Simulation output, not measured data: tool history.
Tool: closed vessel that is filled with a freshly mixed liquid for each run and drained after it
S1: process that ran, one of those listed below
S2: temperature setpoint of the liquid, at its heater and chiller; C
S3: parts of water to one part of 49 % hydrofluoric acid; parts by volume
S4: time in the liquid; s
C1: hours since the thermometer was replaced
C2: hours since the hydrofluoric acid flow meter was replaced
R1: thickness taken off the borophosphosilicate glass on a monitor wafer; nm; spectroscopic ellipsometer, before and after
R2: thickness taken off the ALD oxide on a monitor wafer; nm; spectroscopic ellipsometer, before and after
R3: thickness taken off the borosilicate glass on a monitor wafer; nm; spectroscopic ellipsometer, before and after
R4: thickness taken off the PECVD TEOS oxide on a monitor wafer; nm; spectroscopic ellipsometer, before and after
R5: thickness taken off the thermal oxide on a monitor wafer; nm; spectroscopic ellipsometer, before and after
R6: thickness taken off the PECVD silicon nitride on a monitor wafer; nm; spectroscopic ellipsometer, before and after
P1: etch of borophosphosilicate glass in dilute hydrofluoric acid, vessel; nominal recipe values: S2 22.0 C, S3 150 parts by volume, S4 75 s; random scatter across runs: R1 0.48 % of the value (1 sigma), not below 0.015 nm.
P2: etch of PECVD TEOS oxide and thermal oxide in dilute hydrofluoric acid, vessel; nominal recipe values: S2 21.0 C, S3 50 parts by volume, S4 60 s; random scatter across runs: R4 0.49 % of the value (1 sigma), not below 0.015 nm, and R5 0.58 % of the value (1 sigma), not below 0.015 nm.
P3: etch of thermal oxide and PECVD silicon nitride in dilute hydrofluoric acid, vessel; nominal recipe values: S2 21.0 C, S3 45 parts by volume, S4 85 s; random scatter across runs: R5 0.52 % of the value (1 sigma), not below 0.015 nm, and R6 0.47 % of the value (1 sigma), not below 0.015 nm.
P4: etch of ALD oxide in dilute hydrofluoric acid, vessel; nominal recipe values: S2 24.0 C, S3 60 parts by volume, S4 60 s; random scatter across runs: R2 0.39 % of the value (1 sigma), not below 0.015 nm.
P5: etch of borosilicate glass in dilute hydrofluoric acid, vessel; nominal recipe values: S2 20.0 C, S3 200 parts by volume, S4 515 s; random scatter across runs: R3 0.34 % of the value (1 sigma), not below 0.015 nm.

| run | hour | S1 | S2 | S3 | S4 | C1 | C2 | R1 | R2 | R3 | R4 | R5 | R6 |
|---|---|---|---|---|---|---|---|---|---|---|---|---|---|
| 1 | 9.0 | P1 | 22.0 | 150 | 75 | 975.3 | 132.0 | 19.226 |  |  |  |  |  |
| 2 | 14.3 | P4 | 24.0 | 90 | 60 | 980.6 | 137.3 |  | 20.438 |  |  |  |  |
| 3 | 22.1 | P1 | 22.0 | 225 | 75 | 988.4 | 145.1 | 11.956 |  |  |  |  |  |
| 4 | 27.7 | P5 | 17.0 | 200 | 515 | 994.0 | 150.7 |  |  | 46.5680 |  |  |  |
| 5 | 33.6 | P1 | 22.0 | 150 | 40 | 999.9 | 156.6 | 10.345 |  |  |  |  |  |
| 6 | 42.4 | P2 | 21.0 | 50 | 30 | 1008.7 | 165.4 |  |  |  | 12.886 | 2.7749 |  |
| 7 | 51.2 | P1 | 22.0 | 150 | 75 | 1017.5 | 174.2 | 19.346 |  |  |  |  |  |
| 8 | 57.8 | P1 | 29.0 | 260 | 75 | 1024.1 | 180.8 | 12.688 |  |  |  |  |  |
| 9 | 67.2 | P1 | 22.0 | 45 | 75 | 1033.5 | 190.2 | 73.114 |  |  |  |  |  |
| 10 | 75.3 | P5 | 20.0 | 200 | 515 | 1041.6 | 198.3 |  |  | 52.4080 |  |  |  |
| 11 | 81.6 | P2 | 21.0 | 90 | 60 | 1047.9 | 204.6 |  |  |  | 13.576 | 2.8938 |  |
| 12 | 87.9 | P3 | 21.0 | 45 | 85 | 1054.2 | 210.9 |  |  |  |  | 8.6884 | 8.8201 |
| 13 | 94.6 | P3 | 21.0 | 75 | 85 | 1060.9 | 217.6 |  |  |  |  | 5.0648 | 5.3960 |
| 14 | 104.3 | P4 | 24.0 | 60 | 30 | 1070.6 | 227.3 |  | 15.741 |  |  |  |  |
| 15 | 109.7 | P1 | 28.0 | 150 | 75 | 1076.0 | 232.7 | 24.473 |  |  |  |  |  |
| 16 | 120.0 | P5 | 20.0 | 75 | 515 | 1086.3 | 243.0 |  |  | 159.4400 |  |  |  |
| 17 | 129.3 | P2 | 21.0 | 50 | 60 | 1095.6 | 252.3 |  |  |  | 25.797 | 5.4932 |  |
| 18 | 138.0 | P1 | 22.0 | 150 | 75 | 1104.3 | 261.0 | 19.336 |  |  |  |  |  |
| 19 | 147.3 | P2 | 21.0 | 50 | 60 | 1113.6 | 270.3 |  |  |  | 25.638 | 5.5158 |  |
| 20 | 154.2 | P1 | 22.0 | 150 | 75 | 1120.5 | 277.2 | 19.345 |  |  |  |  |  |
| 21 | 164.4 | P2 | 17.0 | 50 | 60 | 1130.7 | 287.4 |  |  |  | 21.714 | 4.6199 |  |
| 22 | 170.7 | P1 | 17.0 | 150 | 75 | 1137.0 | 293.7 | 15.771 |  |  |  |  |  |
| 23 | 179.4 | P3 | 21.0 | 45 | 160 | 1145.7 | 302.4 |  |  |  |  | 16.5040 | 16.6440 |
| 24 | 184.2 | P5 | 20.0 | 200 | 85 | 1150.5 | 307.2 |  |  | 8.6021 |  |  |  |
| 25 | 191.8 | P1 | 22.0 | 150 | 75 | 1158.1 | 314.8 | 19.266 |  |  |  |  |  |
| 26 | 197.3 | P3 | 17.0 | 45 | 85 | 1163.6 | 320.3 |  |  |  |  | 7.3764 | 6.6936 |
| 27 | 205.3 | P1 | 22.0 | 150 | 75 | 1171.6 | 328.3 | 19.185 |  |  |  |  |  |
| 28 | 212.9 | P4 | 24.0 | 60 | 60 | 1179.2 | 335.9 |  | 31.382 |  |  |  |  |
| 29 | 219.8 | P4 | 30.5 | 60 | 60 | 1186.1 | 342.8 |  | 40.780 |  |  |  |  |
| 30 | 224.4 | P1 | 22.0 | 150 | 145 | 1190.7 | 347.4 | 37.221 |  |  |  |  |  |
| 31 | 233.3 | P1 | 22.0 | 150 | 75 | 1199.6 | 356.3 | 19.274 |  |  |  |  |  |
| 32 | 241.3 | P1 | 22.0 | 150 | 75 | 1207.6 | 364.3 | 19.222 |  |  |  |  |  |
| 33 | 251.8 | P1 | 22.0 | 150 | 75 | 1218.1 | 374.8 | 18.541 |  |  |  |  |  |
| 34 | 257.8 | P1 | 22.0 | 150 | 75 | 1224.1 | 380.8 | 18.415 |  |  |  |  |  |
| 35 | 264.4 | P1 | 22.0 | 150 | 75 | 1230.7 | 387.4 | 18.212 |  |  |  |  |  |

What will run 36 give?
| 36 | 271.6 | P1 | 22.0 | 150 | 75 | 1237.9 | 394.6 | ? |  |  |  |  |  |

R1: 18.301 nm
